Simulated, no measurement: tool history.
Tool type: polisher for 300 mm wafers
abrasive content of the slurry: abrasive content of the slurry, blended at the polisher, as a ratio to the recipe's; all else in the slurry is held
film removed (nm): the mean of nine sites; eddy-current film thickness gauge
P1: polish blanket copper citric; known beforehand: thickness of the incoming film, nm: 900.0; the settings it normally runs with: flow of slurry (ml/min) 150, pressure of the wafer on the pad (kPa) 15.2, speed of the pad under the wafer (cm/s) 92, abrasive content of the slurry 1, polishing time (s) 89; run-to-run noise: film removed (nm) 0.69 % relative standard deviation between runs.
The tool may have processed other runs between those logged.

| run | day | flow of slurry (ml/min) | pressure of the wafer on the pad (kPa) | speed of the pad under the wafer (cm/s) | abrasive content of the slurry | polishing time (s) | wafers polished on this pad | hours since the slurry nozzle was cleaned | hours since the head pressure was calibrated | hours since the slurry blender was calibrated | film removed (nm) |
|---|---|---|---|---|---|---|---|---|---|---|---|
| 1 | 0.221 | 150 | 15.2 | 92 | 1 | 89 | 658 | 225.9 | 612.6 | 66 | 142.83 |
| 2 | 0.412 | 150 | 15.2 | 42 | 1 | 89 | 683 | 230.5 | 617.2 | 70.6 | 68.326 |
| 3 | 0.583 | 150 | 15.2 | 92 | 1.25 | 89 | 705 | 234.6 | 621.3 | 74.7 | 150.03 |
| 4 | 0.883 | 235 | 15.2 | 92 | 1 | 89 | 745 | 241.8 | 628.5 | 81.9 | 150.92 |
| 5 | 1.038 | 150 | 15.2 | 92 | 0.65 | 89 | 765 | 245.5 | 632.2 | 85.6 | 129.89 |
| 6 | 1.233 | 150 | 15.2 | 130 | 1 | 89 | 790 | 250.2 | 636.9 | 90.3 | 199.65 |
| 7 | 1.383 | 150 | 15.2 | 92 | 1 | 116 | 810 | 253.8 | 640.5 | 93.9 | 188.33 |
|  | 1.558 | slurry blender recalibrated |
| 8 | 1.588 | 215 | 15.2 | 92 | 1 | 41 | 837 | 258.7 | 645.4 | 0.7 | 69.658 |
| 9 | 1.871 | 90 | 15.2 | 92 | 1 | 89 | 874 | 265.5 | 652.2 | 7.5 | 128.96 |
| 10 | 2.129 | 150 | 6.9 | 92 | 1 | 89 | 907 | 271.7 | 658.4 | 13.7 | 68.077 |
| 11 | 2.346 | 150 | 15.2 | 92 | 1 | 53 | 936 | 276.9 | 663.6 | 18.9 | 84.085 |
| 12 | 2.504 | 115 | 15.2 | 92 | 1 | 131 | 956 | 280.7 | 667.4 | 22.7 | 198.35 |
| 13 | 2.708 | 150 | 15.2 | 92 | 1 | 89 | 983 | 285.6 | 672.3 | 27.6 | 142.34 |
| 14 | 2.983 | 150 | 22.8 | 92 | 1 | 89 | 1019 | 292.2 | 678.9 | 34.2 | 213.76 |
| 15 | 3.246 | 150 | 15.2 | 92 | 1 | 89 | 1053 | 298.5 | 685.2 | 40.5 | 142.81 |
| 16 | 3.546 | 150 | 15.2 | 92 | 1 | 89 | 1092 | 305.7 | 692.4 | 47.7 | 141.9 |
| 17 | 3.821 | 150 | 15.2 | 92 | 1 | 89 | 1128 | 312.3 | 699 | 54.3 | 143.91 |
| 18 | 4.112 | 150 | 15.2 | 92 | 1 | 89 | 1166 | 319.3 | 706 | 61.3 | 138.5 |
| 19 | 4.362 | 150 | 15.2 | 92 | 1 | 89 | 1199 | 325.3 | 712 | 67.3 | 135.08 |
| 20 | 4.562 | 150 | 15.2 | 92 | 1 | 89 | 1225 | 330.1 | 716.8 | 72.1 | 134.71 |
| 21 | 4.846 | 150 | 15.2 | 92 | 1 | 89 | 1262 | 336.9 | 723.6 | 78.9 | 132.36 |
|  | 4.917 | head pressure recalibrated |
| 22 | 5.008 | 150 | 15.2 | 92 | 1 | 89 | 1283 | 340.8 | 2.2 | 82.8 | 132.86 |
|  | 5.1 | slurry blender recalibrated |
| 23 | 5.262 | 150 | 15.2 | 92 | 1 | 89 | 1316 | 346.9 | 8.3 | 3.9 | 132.17 |
| 24 | 5.542 | 150 | 15.2 | 92 | 1 | 89 | 1353 | 353.6 | 15 | 10.6 | 130.11 |
| 25 | 5.746 | 150 | 15.2 | 92 | 1 | 89 | 1379 | 358.5 | 19.9 | 15.5 | 130.29 |

Run 26, settings as shown, results not yet in. Your forecast:
| 26 | 6.042 | 150 | 15.2 | 92 | 1 | 89 | 1418 | 365.6 | 27 | 22.6 | ? |

Run 26 gave film removed (nm) 128.88.
